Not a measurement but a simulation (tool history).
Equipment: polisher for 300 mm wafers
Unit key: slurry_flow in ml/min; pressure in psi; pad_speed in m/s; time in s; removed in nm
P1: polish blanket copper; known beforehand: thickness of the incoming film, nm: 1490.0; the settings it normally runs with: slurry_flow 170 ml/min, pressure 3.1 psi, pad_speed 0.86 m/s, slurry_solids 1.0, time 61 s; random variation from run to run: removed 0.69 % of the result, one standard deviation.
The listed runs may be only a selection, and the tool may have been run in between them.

run	hour	slurry_flow	pressure	pad_speed	slurry_solids	time	removed
1	6.4	170	3.1	0.86	1.0	61	151.700
2	17.2	170	3.1	0.86	1.0	42	102.750
3	26.8	170	1.7	0.86	1.0	39	52.352
# hour 39.9: slurry blender recalibrated
4	41.0	170	3.1	0.86	1.0	61	153.010
5	53.3	265	3.1	0.86	1.0	45	117.240
6	64.1	170	3.1	0.86	1.0	87	216.720
7	73.3	170	3.1	0.54	1.0	61	94.046
8	88.0	170	3.1	0.86	1.0	61	152.100
9	94.7	170	3.1	0.86	1.0	61	151.400
10	106.7	170	4.9	0.86	1.0	61	239.080
11	120.8	100	3.1	0.86	1.0	61	136.870
12	128.3	170	3.1	0.86	1.0	61	151.620
13	141.2	235	3.1	0.86	1.0	61	157.300
# hour 141.4: slurry nozzle cleaned
14	153.4	170	2.3	0.86	1.0	61	111.890
15	164.2	170	3.1	0.64	1.0	39	71.749
16	178.0	170	3.1	0.86	1.5	61	165.430
17	185.0	170	3.1	1.20	1.0	61	210.230
18	198.9	170	3.1	0.86	0.5	61	131.850
19	208.4	170	3.1	0.86	1.0	61	150.020
20	221.4	170	3.1	0.86	1.0	61	147.720
21	233.6	170	3.1	0.86	1.0	61	146.190
22	240.1	170	3.1	0.86	1.0	61	145.250
23	252.1	170	3.1	0.86	1.0	61	144.180
24	259.8	170	3.1	0.86	1.0	61	144.700

Run 25 has not been measured yet. What should we expect?
# hour 261.3: slurry blender recalibrated
# hour 261.4: head pressure recalibrated
25	273.5	170	3.1	0.86	1.0	61	?

{"run 25": {"removed": 143.32}}

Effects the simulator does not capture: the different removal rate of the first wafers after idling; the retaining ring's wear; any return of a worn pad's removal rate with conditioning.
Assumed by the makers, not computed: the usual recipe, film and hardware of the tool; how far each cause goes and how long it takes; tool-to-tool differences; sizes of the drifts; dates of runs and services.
